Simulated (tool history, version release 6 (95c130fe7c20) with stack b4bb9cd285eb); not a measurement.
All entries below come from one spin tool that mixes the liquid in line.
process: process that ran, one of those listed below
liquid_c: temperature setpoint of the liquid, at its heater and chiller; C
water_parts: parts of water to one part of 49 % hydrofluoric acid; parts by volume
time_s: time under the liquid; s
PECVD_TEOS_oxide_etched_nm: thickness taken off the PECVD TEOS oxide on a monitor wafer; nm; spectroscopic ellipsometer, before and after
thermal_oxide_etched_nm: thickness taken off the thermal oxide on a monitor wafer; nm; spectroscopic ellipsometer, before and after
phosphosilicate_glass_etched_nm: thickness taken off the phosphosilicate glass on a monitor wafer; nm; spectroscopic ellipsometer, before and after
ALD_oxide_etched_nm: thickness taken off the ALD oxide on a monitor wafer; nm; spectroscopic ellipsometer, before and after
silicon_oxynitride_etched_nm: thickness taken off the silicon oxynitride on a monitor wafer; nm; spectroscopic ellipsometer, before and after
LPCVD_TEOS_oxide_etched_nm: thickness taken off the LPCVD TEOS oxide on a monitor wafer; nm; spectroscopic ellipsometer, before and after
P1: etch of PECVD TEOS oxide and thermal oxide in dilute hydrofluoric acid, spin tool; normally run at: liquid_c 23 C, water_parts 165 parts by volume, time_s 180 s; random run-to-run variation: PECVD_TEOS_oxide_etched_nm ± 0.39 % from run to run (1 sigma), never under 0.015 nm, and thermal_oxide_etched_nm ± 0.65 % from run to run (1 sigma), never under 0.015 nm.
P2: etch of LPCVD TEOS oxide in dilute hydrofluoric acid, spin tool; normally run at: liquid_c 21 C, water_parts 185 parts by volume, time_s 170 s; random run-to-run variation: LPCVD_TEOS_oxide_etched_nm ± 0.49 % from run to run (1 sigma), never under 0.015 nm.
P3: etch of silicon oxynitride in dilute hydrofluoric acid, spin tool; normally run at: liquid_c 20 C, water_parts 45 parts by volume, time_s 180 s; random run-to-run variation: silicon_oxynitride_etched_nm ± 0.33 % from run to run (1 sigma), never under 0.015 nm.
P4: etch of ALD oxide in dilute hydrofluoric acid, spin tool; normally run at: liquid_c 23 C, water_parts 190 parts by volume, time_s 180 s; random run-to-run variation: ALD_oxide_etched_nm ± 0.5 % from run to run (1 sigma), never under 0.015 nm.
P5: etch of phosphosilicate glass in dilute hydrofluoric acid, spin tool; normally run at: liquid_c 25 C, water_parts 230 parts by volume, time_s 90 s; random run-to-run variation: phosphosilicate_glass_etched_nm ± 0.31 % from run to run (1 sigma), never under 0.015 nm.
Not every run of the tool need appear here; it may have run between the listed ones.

run,hour,process,liquid_c,water_parts,time_s,hours since the thermometer was replaced,hours since the hydrofluoric acid flow meter was replaced,PECVD_TEOS_oxide_etched_nm,thermal_oxide_etched_nm,phosphosilicate_glass_etched_nm,ALD_oxide_etched_nm,silicon_oxynitride_etched_nm,LPCVD_TEOS_oxide_etched_nm
1,8.1,P1,23,165,180,417.2,1168,11.529,4.5338,,,,
2,22.1,P1,23,165,180,431.2,1182,11.449,4.6039,,,,
3,29.2,P5,20,230,90,438.3,1189.1,,,34.322,,,
4,38.8,P4,30,190,180,447.9,1198.7,,,,17.942,,
5,46.9,P3,20,20,180,456,1206.8,,,,,22.148,
6,55.9,P1,31,165,180,465,1215.8,15.561,6.1155,,,,
7,62.7,P3,17,45,180,471.8,1222.6,,,,,8.3828,
8,71.8,P1,23,260,180,480.9,1231.7,6.685,2.5948,,,,
9,81.2,P1,23,165,180,490.3,1241.1,11.567,4.5778,,,,
10,89.7,P5,25,230,90,498.8,1249.6,,,41.295,,,
11,98.5,P1,23,165,40,507.6,1258.4,2.5565,1.0168,,,,
12,111.9,P5,25,230,15,521,1271.8,,,6.9311,,,
13,126.6,P1,23,165,180,535.7,1286.5,11.581,4.5117,,,,
14,136,P1,23,100,65,545.1,1295.9,7.4893,2.9173,,,,
15,150.5,P4,23,80,180,559.6,1310.4,,,,37.501,,
16,161.5,P2,21,185,170,570.6,1321.4,,,,,,16.497
17,170.7,P1,17,165,180,579.8,1330.6,9.117,3.6024,,,,
18,178.8,P3,20,45,180,587.9,1338.7,,,,,9.6996,
19,191.6,P1,23,165,180,600.7,1351.5,11.606,4.5392,,,,
20,202.4,P2,21,185,170,611.5,1362.3,,,,,,16.553
21,212.1,P2,21,50,170,621.2,1372,,,,,,71.311
22,226.3,P1,17,75,180,635.4,1386.2,21.992,8.7353,,,,
23,238.1,P1,23,85,180,647.2,1398,24.517,9.7222,,,,
24,249.8,P3,20,45,70,658.9,1409.7,,,,,3.7897,
25,256.7,P1,23,165,275,665.8,1416.6,17.711,6.9554,,,,
26,264.9,P4,23,190,180,674,1424.8,,,,13.831,,
27,273.1,P4,23,190,340,682.2,1433,,,,26.161,,
28,284.3,P2,21,185,15,693.4,1444.2,,,,,,1.4376
29,296.3,P2,28,185,170,705.4,1456.2,,,,,,21.511
30,304.7,P5,25,335,90,713.8,1464.6,,,25.611,,,
31,315.2,P1,23,165,180,724.3,1475.1,11.554,4.601,,,,
32,322.7,P1,23,165,180,731.8,1482.6,11.762,4.6561,,,,
33,331.1,P1,23,165,180,740.2,1491,12.028,4.762,,,,
34,339,P1,23,165,180,748.1,1498.9,12.101,4.7301,,,,
35,347.2,P1,23,165,180,756.3,1507.1,12.271,4.7745,,,,
36,355.3,P1,23,165,180,764.4,1515.2,12.203,4.8731,,,,
37,369.7,P1,23,165,180,778.8,1529.6,12.296,4.8937,,,,
38,381,P1,23,165,180,790.1,1540.9,12.439,4.9242,,,,
39,388.8,P1,23,165,180,797.9,1548.7,12.396,4.9061,,,,
40,396.2,P1,23,165,180,805.3,1556.1,12.327,4.8959,,,,
41,410.6,P1,23,165,180,819.7,1570.5,12.491,4.8494,,,,

Something has made what P1 gives creep away from where it was; the 2 causes below, each at its own stated size, fit the log equally well:
A: liquid hotter than its thermometer reads (K) = 1.92
B: hydrofluoric acid flow above the setpoint (%) = 6.35
Creep in the process output first set in at about hour 315.2.

4 check runs are offered, one wafer each, their results left as question marks. Which one tells the causes apart?
check 1,425,P5,25,230,15,,,,,?,,,
check 2,425,P3,17,25,180,,,,,,,?,
check 3,425,P4,28,130,180,,,,,,?,,
check 4,425,P2,24.5,185,170,,,,,,,,?

What every check run would give for each of its results, assuming each possible cause in turn:
check,result,if A,if B
check 1,phosphosilicate_glass_etched_nm,7.3666,7.4275
check 2,silicon_oxynitride_etched_nm,16.717,16.096
check 3,ALD_oxide_etched_nm,28.159,28.179
check 4,LPCVD_TEOS_oxide_etched_nm,20.302,20.37
Per-check spread between the two closest causes, in the result where they differ most: check 1 0.82 %; check 2 3.78 %; check 3 0.07 %; check 4 0.33 %
Of the check runs offered, only check 2 discriminates between the causes; the rest would read about the same regardless of which cause applies.

Check 2 was then run and gave: silicon_oxynitride_etched_nm 16.735 nm. Which cause is it?

The correct cause is A, namely: liquid hotter than its thermometer reads (K).

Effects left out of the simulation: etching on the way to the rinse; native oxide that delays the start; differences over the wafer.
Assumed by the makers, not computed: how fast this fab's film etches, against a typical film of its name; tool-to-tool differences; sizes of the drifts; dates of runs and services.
